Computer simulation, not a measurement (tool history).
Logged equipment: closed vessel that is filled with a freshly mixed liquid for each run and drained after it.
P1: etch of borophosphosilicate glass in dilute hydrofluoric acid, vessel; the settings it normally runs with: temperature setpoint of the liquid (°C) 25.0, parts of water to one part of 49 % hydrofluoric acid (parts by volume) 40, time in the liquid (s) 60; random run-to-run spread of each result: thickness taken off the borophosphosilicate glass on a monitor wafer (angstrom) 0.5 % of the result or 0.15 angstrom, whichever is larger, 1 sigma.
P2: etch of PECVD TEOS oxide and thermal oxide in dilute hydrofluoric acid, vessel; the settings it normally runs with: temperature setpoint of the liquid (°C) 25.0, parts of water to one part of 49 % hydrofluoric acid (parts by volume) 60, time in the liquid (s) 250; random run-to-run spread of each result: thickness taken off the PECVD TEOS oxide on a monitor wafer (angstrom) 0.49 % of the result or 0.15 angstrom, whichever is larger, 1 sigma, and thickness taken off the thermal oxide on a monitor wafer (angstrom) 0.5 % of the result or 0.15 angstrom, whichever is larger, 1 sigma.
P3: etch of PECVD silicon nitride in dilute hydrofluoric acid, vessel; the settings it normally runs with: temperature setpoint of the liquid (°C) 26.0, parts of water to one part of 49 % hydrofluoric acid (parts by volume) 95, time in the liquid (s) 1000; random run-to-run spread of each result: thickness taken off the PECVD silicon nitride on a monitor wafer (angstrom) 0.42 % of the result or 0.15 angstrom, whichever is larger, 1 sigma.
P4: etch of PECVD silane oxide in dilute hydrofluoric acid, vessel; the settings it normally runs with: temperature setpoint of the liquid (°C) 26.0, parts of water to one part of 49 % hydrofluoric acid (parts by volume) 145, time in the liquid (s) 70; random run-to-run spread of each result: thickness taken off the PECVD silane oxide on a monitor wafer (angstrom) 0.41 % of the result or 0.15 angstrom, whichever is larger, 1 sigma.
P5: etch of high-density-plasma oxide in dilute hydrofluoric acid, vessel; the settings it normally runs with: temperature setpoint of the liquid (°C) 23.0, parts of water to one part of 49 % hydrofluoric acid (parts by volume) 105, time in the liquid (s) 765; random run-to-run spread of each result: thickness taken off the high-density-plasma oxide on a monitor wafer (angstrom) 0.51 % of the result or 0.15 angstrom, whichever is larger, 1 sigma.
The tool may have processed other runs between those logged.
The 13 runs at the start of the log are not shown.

run   hour  process that ran  temperature setpoint of the liquid (°C)  parts of water to one part of 49 % hydrofluoric acid (parts by volume)  time in the liquid (s)  hours since the thermometer was replaced  hours since the hydrofluoric acid flow meter was replaced  thickness taken off the borophosphosilicate glass on a monitor wafer (angstrom)  thickness taken off the PECVD silane oxide on a monitor wafer (angstrom)  thickness taken off the high-density-plasma oxide on a monitor wafer (angstrom)  thickness taken off the PECVD silicon nitride on a monitor wafer (angstrom)  thickness taken off the PECVD TEOS oxide on a monitor wafer (angstrom)  thickness taken off the thermal oxide on a monitor wafer (angstrom)
 14   89.9                P1                                     25.0                                                                      40                      30                                     738.0                                                      245.9                                                                           240.17
 15   95.8                P1                                     25.0                                                                      40                      60                                     743.9                                                      251.8                                                                           482.23
 16  103.3                P5                                     23.0                                                                      55                     765                                     751.4                                                      259.3                                                                                                                                                                                                                                      718.88
 17  110.3                P2                                     25.0                                                                      90                     250                                     758.4                                                      266.3                                                                                                                                                                                                                                                                                                                                                                                           270.23                                                              143.110
 18  118.8                P4                                     26.0                                                                     145                      70                                     766.9                                                      274.8                                                                                                                                                    134.180
 19  123.7                P4                                     21.5                                                                     145                      70                                     771.8                                                      279.7                                                                                                                                                    113.160
 20  133.6                P1                                     17.0                                                                      25                      60                                     781.7                                                      289.6                                                                           558.21
 21  139.8                P2                                     25.0                                                                      60                      85                                     787.9                                                      295.8                                                                                                                                                                                                                                                                                                                                                                                           142.02                                                               75.753
 22  144.7                P1                                     32.0                                                                      40                      60                                     792.8                                                      300.7                                                                           638.96
 23  151.3                P1                                     25.0                                                                      40                      60                                     799.4                                                      307.3                                                                           482.29
 24  156.0                P1                                     25.0                                                                      40                      95                                     804.1                                                      312.0                                                                           752.68
 25  163.8                P1                                     19.0                                                                      40                     110                                     811.9                                                      319.8                                                                           680.95
 26  169.7                P3                                     26.0                                                                      95                    1000                                     817.8                                                      325.7                                                                                                                                                                                                                                                                                                                   403.64
 27  176.1                P5                                     23.0                                                                     105                    1225                                     824.2                                                      332.1                                                                                                                                                                                                                                      573.29
 28  181.8                P1                                     25.0                                                                      40                      60                                     829.9                                                      337.8                                                                           478.47
 29  186.8                P1                                     21.5                                                                      40                      60                                     834.9                                                      342.8                                                                           413.09
 30  192.5                P5                                     23.0                                                                     105                     765                                     840.6                                                      348.5                                                                                                                                                                                                                                      356.76
 31  202.1                P1                                     25.0                                                                      40                      60                                     850.2                                                      358.1                                                                           481.36
 32  210.7                P2                                     25.0                                                                      60                     250                                     858.8                                                      366.7                                                                                                                                                                                                                                                                                                                                                                                           416.98                                                              221.840
 33  218.2                P1                                     25.0                                                                      40                      60                                     866.3                                                      374.2                                                                           481.78
 34  224.4                P1                                     25.0                                                                      40                      60                                     872.5                                                      380.4                                                                           496.64
 35  233.7                P1                                     25.0                                                                      40                      60                                     881.8                                                      389.7                                                                           515.45
 36  241.9                P1                                     25.0                                                                      40                      60                                     890.0                                                      397.9                                                                           524.68
 37  249.6                P1                                     25.0                                                                      40                      60                                     897.7                                                      405.6                                                                           526.27
 38  257.5                P1                                     25.0                                                                      40                      60                                     905.6                                                      413.5                                                                           528.83

For run 39, what comes out?
 39  264.7                P1                                     25.0                                                                      40                      60                                     912.8                                                      420.7                                                                                ?

{"run 39": {"thickness taken off the borophosphosilicate glass on a monitor wafer (angstrom)": 530.42}}
